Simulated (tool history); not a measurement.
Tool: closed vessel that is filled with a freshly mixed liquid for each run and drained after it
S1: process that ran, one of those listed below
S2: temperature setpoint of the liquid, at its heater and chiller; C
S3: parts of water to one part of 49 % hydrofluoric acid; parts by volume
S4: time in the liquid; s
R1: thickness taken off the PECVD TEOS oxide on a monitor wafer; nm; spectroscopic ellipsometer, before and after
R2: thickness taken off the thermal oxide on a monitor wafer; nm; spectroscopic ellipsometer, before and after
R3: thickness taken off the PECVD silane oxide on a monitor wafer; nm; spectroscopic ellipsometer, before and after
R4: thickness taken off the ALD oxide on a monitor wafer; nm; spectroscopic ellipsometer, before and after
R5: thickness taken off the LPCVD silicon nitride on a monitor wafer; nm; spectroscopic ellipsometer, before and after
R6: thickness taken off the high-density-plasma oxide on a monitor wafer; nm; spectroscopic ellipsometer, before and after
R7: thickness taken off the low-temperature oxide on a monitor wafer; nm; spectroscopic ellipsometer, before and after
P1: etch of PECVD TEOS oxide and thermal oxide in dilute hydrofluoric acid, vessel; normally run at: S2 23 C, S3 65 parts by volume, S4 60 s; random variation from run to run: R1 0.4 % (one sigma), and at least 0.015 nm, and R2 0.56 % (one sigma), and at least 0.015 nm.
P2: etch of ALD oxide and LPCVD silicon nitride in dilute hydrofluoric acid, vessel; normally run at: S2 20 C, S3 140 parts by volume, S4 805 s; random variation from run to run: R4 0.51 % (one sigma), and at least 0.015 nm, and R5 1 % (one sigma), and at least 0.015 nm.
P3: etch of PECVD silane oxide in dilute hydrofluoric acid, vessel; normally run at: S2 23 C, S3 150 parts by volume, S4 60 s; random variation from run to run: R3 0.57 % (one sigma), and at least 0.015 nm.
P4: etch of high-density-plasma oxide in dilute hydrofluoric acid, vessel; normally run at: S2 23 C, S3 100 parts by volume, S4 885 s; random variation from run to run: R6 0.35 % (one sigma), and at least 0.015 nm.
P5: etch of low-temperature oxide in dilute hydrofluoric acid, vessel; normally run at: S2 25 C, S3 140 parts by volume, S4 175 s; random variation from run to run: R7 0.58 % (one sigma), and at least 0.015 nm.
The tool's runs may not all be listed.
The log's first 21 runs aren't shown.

run 22 hour=273.5 | S1=P2 S2=20 S3=140 S4=1440 | R4=89.412 R5=3.5320
run 23 hour=283.8 | S1=P1 S2=23 S3=65 S4=95 | R1=16.2740 R2=7.4565
run 24 hour=297.7 | S1=P4 S2=17 S3=100 S4=885 | R6=35.6030
run 25 hour=316.7 | S1=P2 S2=27 S3=140 S4=805 | R4=64.927 R5=3.0567
run 26 hour=325.0 | S1=P1 S2=23 S3=95 S4=105 | R1=12.0220 R2=5.3685
run 27 hour=338.1 | S1=P4 S2=23 S3=100 S4=885 | R6=45.5130
run 28 hour=357.2 | S1=P1 S2=23 S3=40 S4=60 | R1=17.4810 R2=7.8091
run 29 hour=372.8 | S1=P1 S2=23 S3=90 S4=60 | R1=7.1979 R2=3.2718
run 30 hour=388.5 | S1=P4 S2=23 S3=100 S4=115 | R6=5.9416
run 31 hour=405.3 | S1=P4 S2=23 S3=135 S4=885 | R6=32.1910
run 32 hour=417.9 | S1=P1 S2=23 S3=65 S4=60 | R1=10.3610 R2=4.6372
run 33 hour=426.8 | S1=P1 S2=23 S3=65 S4=60 | R1=10.3910 R2=4.6415
run 34 hour=444.9 | S1=P1 S2=23 S3=65 S4=60 | R1=10.8380 R2=4.8632
run 35 hour=458.4 | S1=P1 S2=23 S3=65 S4=60 | R1=10.9210 R2=4.9775
run 36 hour=467.5 | S1=P1 S2=23 S3=65 S4=60 | R1=11.0630 R2=4.9683
run 37 hour=481.1 | S1=P1 S2=23 S3=65 S4=60 | R1=11.1570 R2=4.9908
run 38 hour=497.8 | S1=P1 S2=23 S3=65 S4=60 | R1=11.1930 R2=5.0329

Run 39 comes next. What will it give?
run 39 hour=515.8 | S1=P1 S2=23 S3=65 S4=60 | R1=? R2=?

R1: 11.1860 nm
R2: 5.0535 nm
